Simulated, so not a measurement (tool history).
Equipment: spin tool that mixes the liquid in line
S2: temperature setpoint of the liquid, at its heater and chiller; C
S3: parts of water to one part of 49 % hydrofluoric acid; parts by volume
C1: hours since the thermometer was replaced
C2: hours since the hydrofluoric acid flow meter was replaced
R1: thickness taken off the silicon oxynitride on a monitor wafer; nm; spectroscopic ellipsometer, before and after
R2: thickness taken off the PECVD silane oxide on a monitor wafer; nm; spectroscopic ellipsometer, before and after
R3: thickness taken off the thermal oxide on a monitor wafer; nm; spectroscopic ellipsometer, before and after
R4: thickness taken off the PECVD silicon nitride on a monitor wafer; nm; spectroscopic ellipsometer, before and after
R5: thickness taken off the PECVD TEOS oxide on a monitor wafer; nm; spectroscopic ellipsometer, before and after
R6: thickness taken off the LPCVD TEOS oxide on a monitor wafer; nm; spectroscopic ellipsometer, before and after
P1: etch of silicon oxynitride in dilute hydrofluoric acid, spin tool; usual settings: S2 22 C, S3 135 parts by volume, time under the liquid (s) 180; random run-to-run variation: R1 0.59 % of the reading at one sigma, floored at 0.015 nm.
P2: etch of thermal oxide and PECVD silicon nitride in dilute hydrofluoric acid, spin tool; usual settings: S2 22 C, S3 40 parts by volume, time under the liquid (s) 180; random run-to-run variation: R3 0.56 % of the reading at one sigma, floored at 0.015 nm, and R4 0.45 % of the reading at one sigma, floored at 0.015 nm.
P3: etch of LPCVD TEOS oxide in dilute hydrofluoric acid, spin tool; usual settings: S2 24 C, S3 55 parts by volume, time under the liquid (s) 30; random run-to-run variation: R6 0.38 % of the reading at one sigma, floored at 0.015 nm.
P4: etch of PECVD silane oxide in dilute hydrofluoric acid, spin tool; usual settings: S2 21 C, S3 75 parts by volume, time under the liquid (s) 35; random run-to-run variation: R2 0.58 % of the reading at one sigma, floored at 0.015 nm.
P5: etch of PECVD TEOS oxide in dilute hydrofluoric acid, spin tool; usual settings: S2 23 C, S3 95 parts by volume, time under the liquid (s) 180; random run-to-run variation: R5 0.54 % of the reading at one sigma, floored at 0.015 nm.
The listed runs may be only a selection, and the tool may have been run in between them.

Run 1, hour 2.1: process that ran P1, S2 22 C, S3 135 parts by volume, time under the liquid (s) 180; C1 695.4; C2 1457. Result: R1 3.9387 nm.
Run 2, hour 6.7: process that ran P4, S2 21 C, S3 75 parts by volume, time under the liquid (s) 35; C1 700; C2 1461.6. Result: R2 6.3625 nm.
Run 3, hour 8.8: process that ran P1, S2 22 C, S3 135 parts by volume, time under the liquid (s) 180; C1 702.1; C2 1463.7. Result: R1 3.9431 nm.
Run 4, hour 13: process that ran P1, S2 22 C, S3 135 parts by volume, time under the liquid (s) 295; C1 706.3; C2 1467.9. Result: R1 6.5419 nm.
Run 5, hour 15.7: process that ran P2, S2 28.5 C, S3 40 parts by volume, time under the liquid (s) 180; C1 709; C2 1470.6. Result: R3 29.484 nm, R4 10.339 nm.
Run 6, hour 19.3: process that ran P5, S2 23 C, S3 95 parts by volume, time under the liquid (s) 40; C1 712.6; C2 1474.2. Result: R5 3.6973 nm.
Run 7, hour 21.7: process that ran P1, S2 17 C, S3 135 parts by volume, time under the liquid (s) 180; C1 715; C2 1476.6. Result: R1 3.0935 nm.
Run 8, hour 25.4: process that ran P3, S2 24 C, S3 20 parts by volume, time under the liquid (s) 30; C1 718.7; C2 1480.3. Result: R6 38.191 nm.
Run 9, hour 29.3: process that ran P4, S2 21 C, S3 45 parts by volume, time under the liquid (s) 35; C1 722.6; C2 1484.2. Result: R2 11.185 nm.
At hour 29.6: thermometer replaced.
Run 10, hour 34.1: process that ran P5, S2 23 C, S3 95 parts by volume, time under the liquid (s) 180; C1 4.5; C2 1489. Result: R5 16.515 nm.
Run 11, hour 38.9: process that ran P1, S2 30.5 C, S3 135 parts by volume, time under the liquid (s) 180; C1 9.3; C2 1493.8. Result: R1 5.7079 nm.
Run 12, hour 43: process that ran P1, S2 22 C, S3 70 parts by volume, time under the liquid (s) 180; C1 13.4; C2 1497.9. Result: R1 8.0433 nm.
Run 13, hour 46.1: process that ran P2, S2 22 C, S3 70 parts by volume, time under the liquid (s) 180; C1 16.5; C2 1501. Result: R3 12.399 nm, R4 3.8452 nm.
Run 14, hour 49.4: process that ran P1, S2 22 C, S3 135 parts by volume, time under the liquid (s) 180; C1 19.8; C2 1504.3. Result: R1 3.9821 nm.
Run 15, hour 51.6: process that ran P1, S2 22 C, S3 135 parts by volume, time under the liquid (s) 180; C1 22; C2 1506.5. Result: R1 3.9745 nm.
Run 16, hour 56.2: process that ran P3, S2 24 C, S3 55 parts by volume, time under the liquid (s) 30; C1 26.6; C2 1511.1. Result: R6 13.22 nm.
Run 17, hour 60: process that ran P1, S2 22 C, S3 135 parts by volume, time under the liquid (s) 180; C1 30.4; C2 1514.9. Result: R1 3.9557 nm.
Run 18, hour 63.8: process that ran P2, S2 22 C, S3 40 parts by volume, time under the liquid (s) 180; C1 34.2; C2 1518.7. Result: R3 22.649 nm, R4 6.6353 nm.
Run 19, hour 66.9: process that ran P1, S2 22 C, S3 245 parts by volume, time under the liquid (s) 180; C1 37.3; C2 1521.8. Result: R1 2.0311 nm.
Run 20, hour 69.7: process that ran P1, S2 22 C, S3 135 parts by volume, time under the liquid (s) 30; C1 40.1; C2 1524.6. Result: R1 0.67327 nm.
Run 21, hour 73.8: process that ran P3, S2 24 C, S3 55 parts by volume, time under the liquid (s) 30; C1 44.2; C2 1528.7. Result: R6 13.335 nm.
Run 22, hour 78.2: process that ran P5, S2 30 C, S3 95 parts by volume, time under the liquid (s) 180; C1 48.6; C2 1533.1. Result: R5 21.785 nm.
Run 23, hour 81.4: process that ran P3, S2 28.5 C, S3 55 parts by volume, time under the liquid (s) 30; C1 51.8; C2 1536.3. Result: R6 15.81 nm.
Run 24, hour 83.8: process that ran P4, S2 21 C, S3 75 parts by volume, time under the liquid (s) 35; C1 54.2; C2 1538.7. Result: R2 6.4063 nm.
Run 25, hour 88.4: process that ran P5, S2 23 C, S3 145 parts by volume, time under the liquid (s) 180; C1 58.8; C2 1543.3. Result: R5 10.303 nm.
Run 26, hour 93.1: process that ran P1, S2 22 C, S3 135 parts by volume, time under the liquid (s) 180; C1 63.5; C2 1548. Result: R1 3.9503 nm.
Run 27, hour 96: process that ran P4, S2 17 C, S3 75 parts by volume, time under the liquid (s) 35; C1 66.4; C2 1550.9. Result: R2 5.4265 nm.
Run 28, hour 99.2: process that ran P1, S2 27 C, S3 135 parts by volume, time under the liquid (s) 55; C1 69.6; C2 1554.1. Result: R1 1.5476 nm.
Run 29, hour 101.6: process that ran P2, S2 22 C, S3 40 parts by volume, time under the liquid (s) 180; C1 72; C2 1556.5. Result: R3 22.616 nm, R4 6.6156 nm.
Run 30, hour 104: process that ran P1, S2 17.5 C, S3 210 parts by volume, time under the liquid (s) 180; C1 74.4; C2 1558.9. Result: R1 1.937 nm.
Run 31, hour 107.8: process that ran P4, S2 21 C, S3 75 parts by volume, time under the liquid (s) 20; C1 78.2; C2 1562.7. Result: R2 3.6762 nm.
Run 32, hour 112: process that ran P3, S2 24 C, S3 55 parts by volume, time under the liquid (s) 15; C1 82.4; C2 1566.9. Result: R6 6.6318 nm.
Run 33, hour 114.5: process that ran P2, S2 22 C, S3 40 parts by volume, time under the liquid (s) 55; C1 84.9; C2 1569.4. Result: R3 6.8919 nm, R4 2.0492 nm.
Run 34, hour 117.7: process that ran P1, S2 22 C, S3 135 parts by volume, time under the liquid (s) 180; C1 88.1; C2 1572.6. Result: R1 3.9311 nm.
Run 35, hour 122.4: process that ran P1, S2 22 C, S3 135 parts by volume, time under the liquid (s) 180; C1 92.8; C2 1577.3. Result: R1 3.9505 nm.
Run 36, hour 126.2: process that ran P1, S2 22 C, S3 135 parts by volume, time under the liquid (s) 180; C1 96.6; C2 1581.1. Result: R1 3.86 nm.
Run 37, hour 130.1: process that ran P1, S2 22 C, S3 135 parts by volume, time under the liquid (s) 180; C1 100.5; C2 1585. Result: R1 3.7337 nm.
Run 38, hour 134.9: process that ran P1, S2 22 C, S3 135 parts by volume, time under the liquid (s) 180; C1 105.3; C2 1589.8. Result: R1 3.753 nm.
Run 39, hour 138.7: process that ran P1, S2 22 C, S3 135 parts by volume, time under the liquid (s) 180; C1 109.1; C2 1593.6. Result: R1 3.769 nm.
Run 40, hour 141.3: process that ran P1, S2 22 C, S3 135 parts by volume, time under the liquid (s) 180; C1 111.7; C2 1596.2. Result: R1 3.6996 nm.
Run 41, hour 143.8: process that ran P1, S2 22 C, S3 135 parts by volume, time under the liquid (s) 180; C1 114.2; C2 1598.7. Result: R1 3.7002 nm.
Run 42, hour 146.9: process that ran P1, S2 22 C, S3 135 parts by volume, time under the liquid (s) 180; C1 117.3; C2 1601.8. Result: R1 3.6974 nm.
Run 43, hour 151.4: process that ran P1, S2 22 C, S3 135 parts by volume, time under the liquid (s) 180; C1 121.8; C2 1606.3. Result: R1 3.6831 nm.
Run 44, hour 153.8: process that ran P1, S2 22 C, S3 135 parts by volume, time under the liquid (s) 180; C1 124.2; C2 1608.7. Result: R1 3.6879 nm.
Run 45, hour 157.1: process that ran P1, S2 22 C, S3 135 parts by volume, time under the liquid (s) 180; C1 127.5; C2 1612. Result: R1 3.6871 nm.

What P1 gives has crept off from where it sat before. The 2 causes that follow fit the log equally well, each at the size noted:
A: liquid colder than its thermometer reads (K) = 1.55
B: hydrofluoric acid flow below the setpoint (%) = 6.42
The gradual shift began around hour 122.4.

Below are 4 check runs, each on a single wafer, with their results shown as question marks. Which of them would tell the listed causes apart, meaning the causes would give clearly different results under it?
Run check 1, hour 160.4: process that ran P4, S2 21 C, S3 75 parts by volume, time under the liquid (s) 35. Result: R2 ?.
Run check 2, hour 160.4: process that ran P2, S2 22 C, S3 40 parts by volume, time under the liquid (s) 180. Result: R3 ?, R4 ?.
Run check 3, hour 160.4: process that ran P3, S2 24 C, S3 55 parts by volume, time under the liquid (s) 30. Result: R6 ?.
Run check 4, hour 160.4: process that ran P5, S2 23 C, S3 95 parts by volume, time under the liquid (s) 180. Result: R5 ?.

What every check run would give for each of its results, assuming each possible cause in turn:
  check  result    if A    if B
check 1      R2  6.0342  5.9867
check 2      R3  21.187  21.101
check 2      R4  5.9889  6.2507
check 3      R6  12.423  12.332
check 4      R5   15.67  15.489
Separation of the two closest causes in each check, using whichever result separates them best: check 1 0.79 %; check 2 4.28 %; check 3 0.73 %; check 4 1.16 %
Check 2 is the one run that separates the causes; every other check would come out nearly the same whichever cause is at work.

After running check 2, the following was obtained: R3 21.354 nm; R4 5.9802 nm. Which cause does this point to?

The correct cause is A, namely: liquid colder than its thermometer reads (K).

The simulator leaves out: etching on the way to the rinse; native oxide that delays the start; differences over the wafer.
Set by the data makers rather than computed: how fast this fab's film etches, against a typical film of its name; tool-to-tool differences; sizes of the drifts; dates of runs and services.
